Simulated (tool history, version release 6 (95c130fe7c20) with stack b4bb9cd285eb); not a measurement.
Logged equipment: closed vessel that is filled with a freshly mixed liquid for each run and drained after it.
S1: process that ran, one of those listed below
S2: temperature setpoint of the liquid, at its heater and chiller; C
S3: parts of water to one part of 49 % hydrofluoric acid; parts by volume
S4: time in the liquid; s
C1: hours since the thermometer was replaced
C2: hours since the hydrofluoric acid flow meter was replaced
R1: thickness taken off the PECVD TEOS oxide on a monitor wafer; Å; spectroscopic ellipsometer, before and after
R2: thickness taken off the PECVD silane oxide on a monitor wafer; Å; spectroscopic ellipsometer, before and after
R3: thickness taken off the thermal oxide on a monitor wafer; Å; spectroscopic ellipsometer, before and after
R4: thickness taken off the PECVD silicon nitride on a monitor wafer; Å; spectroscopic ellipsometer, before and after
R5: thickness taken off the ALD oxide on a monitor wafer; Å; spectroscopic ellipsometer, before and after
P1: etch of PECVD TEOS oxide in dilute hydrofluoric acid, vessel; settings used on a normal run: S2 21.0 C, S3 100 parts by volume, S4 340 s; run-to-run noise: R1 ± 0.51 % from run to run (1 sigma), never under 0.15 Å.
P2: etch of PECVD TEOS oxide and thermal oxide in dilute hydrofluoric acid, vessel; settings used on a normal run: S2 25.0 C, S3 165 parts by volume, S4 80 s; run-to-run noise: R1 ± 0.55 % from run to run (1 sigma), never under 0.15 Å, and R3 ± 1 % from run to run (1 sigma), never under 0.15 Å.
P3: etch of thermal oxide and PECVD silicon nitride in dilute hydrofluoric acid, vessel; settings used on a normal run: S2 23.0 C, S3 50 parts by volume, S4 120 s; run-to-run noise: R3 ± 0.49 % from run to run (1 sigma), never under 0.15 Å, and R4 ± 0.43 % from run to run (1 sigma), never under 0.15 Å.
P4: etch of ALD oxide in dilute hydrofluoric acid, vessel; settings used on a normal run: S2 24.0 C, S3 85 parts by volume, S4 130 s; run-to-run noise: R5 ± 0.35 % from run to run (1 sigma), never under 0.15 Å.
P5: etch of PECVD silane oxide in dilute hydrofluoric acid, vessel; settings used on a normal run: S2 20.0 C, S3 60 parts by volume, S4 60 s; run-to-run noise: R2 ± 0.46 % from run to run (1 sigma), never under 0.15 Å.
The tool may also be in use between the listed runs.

run   hour  S1    S2   S3   S4     C1     C2        R1       R2       R3       R4      R5
  1    3.6  P1  21.0  100  340  671.2  286.2   462.770
  2    7.9  P1  21.0  150  340  675.5  290.5   295.070
  3   15.3  P1  17.0  100  340  682.9  297.9   397.050
  4   20.5  P5  20.0   60   30  688.1  303.1             67.535
  5   24.4  P1  21.0  100  340  692.0  307.0   464.480
  6   31.1  P3  23.0   50  120  698.7  313.7                     114.320   85.843
  7   38.7  P2  25.0  165   80  706.3  321.3    85.650            22.990
  8   44.5  P2  25.0   40   80  712.1  327.1   413.170           109.290
  9   51.4  P1  21.0   50  640  719.0  334.0  1883.200
 10   58.5  P2  25.0  165   80  726.1  341.1    85.720            23.059
 11   64.7  P5  20.0   60   60  732.3  347.3            136.210
 12   69.4  P4  29.5   85  130  737.0  352.0                                       347.91
 13   73.0  P1  28.5  100  340  740.6  355.6   621.750
 14   80.0  P1  21.0  100  340  747.6  362.6   466.870
 15   84.6  P1  21.0  100  340  752.2  367.2   468.650
 16   91.3  P1  21.0  100  575  758.9  373.9   787.840
 17   99.2  P2  17.5  165   80  766.8  381.8    63.661            17.141
 18  103.9  P4  24.0   85  130  771.5  386.5                                       278.76
 19  110.1  P3  23.0   50   50  777.7  392.7                      47.200   35.616
     112.6  -- thermometer replaced
 20  114.2  P5  20.0   35   60    1.7  396.8            240.300
 21  118.6  P3  30.0   50  120    6.1  401.2                     149.720  137.270
 22  123.5  P4  24.0   85  130   11.0  406.1                                       278.51
 23  128.4  P1  17.0  100  570   15.9  411.0   663.030
 24  133.0  P1  21.0  100  340   20.5  415.6   462.830
 25  138.3  P5  27.0   60   60   25.8  420.9            179.630
 26  145.9  P2  25.0  165  150   33.4  428.5   160.210            42.268
 27  151.2  P1  21.0  100   50   38.7  433.8    69.073
 28  158.7  P3  23.0   50  120   46.2  441.3                     113.650   85.789
 29  165.7  P4  24.0  145  130   53.2  448.3                                       151.43
 30  172.6  P4  24.0   85  240   60.1  455.2                                       513.98
 31  179.9  P1  21.0   55  340   67.4  462.5   893.700
 32  184.5  P1  21.0  100  340   72.0  467.1   468.100
 33  191.7  P3  23.0   75  120   79.2  474.3                      73.633   57.503
 34  198.1  P1  21.0  100  340   85.6  480.7   471.170
 35  203.9  P1  21.0  100  340   91.4  486.5   477.910
 36  210.9  P1  21.0  100  340   98.4  493.5   485.700
 37  217.1  P1  21.0  100  340  104.6  499.7   490.530
 38  220.8  P1  21.0  100  340  108.3  503.4   496.000
 39  226.3  P1  21.0  100  340  113.8  508.9   496.380
 40  231.6  P1  21.0  100  340  119.1  514.2   496.030
 41  238.6  P1  21.0  100  340  126.1  521.2   505.080

What does the tool deliver on the next run?
 42  244.3  P1  21.0  100  340  131.8  526.9   ?

Run 42 gave R1 504.760 Å.
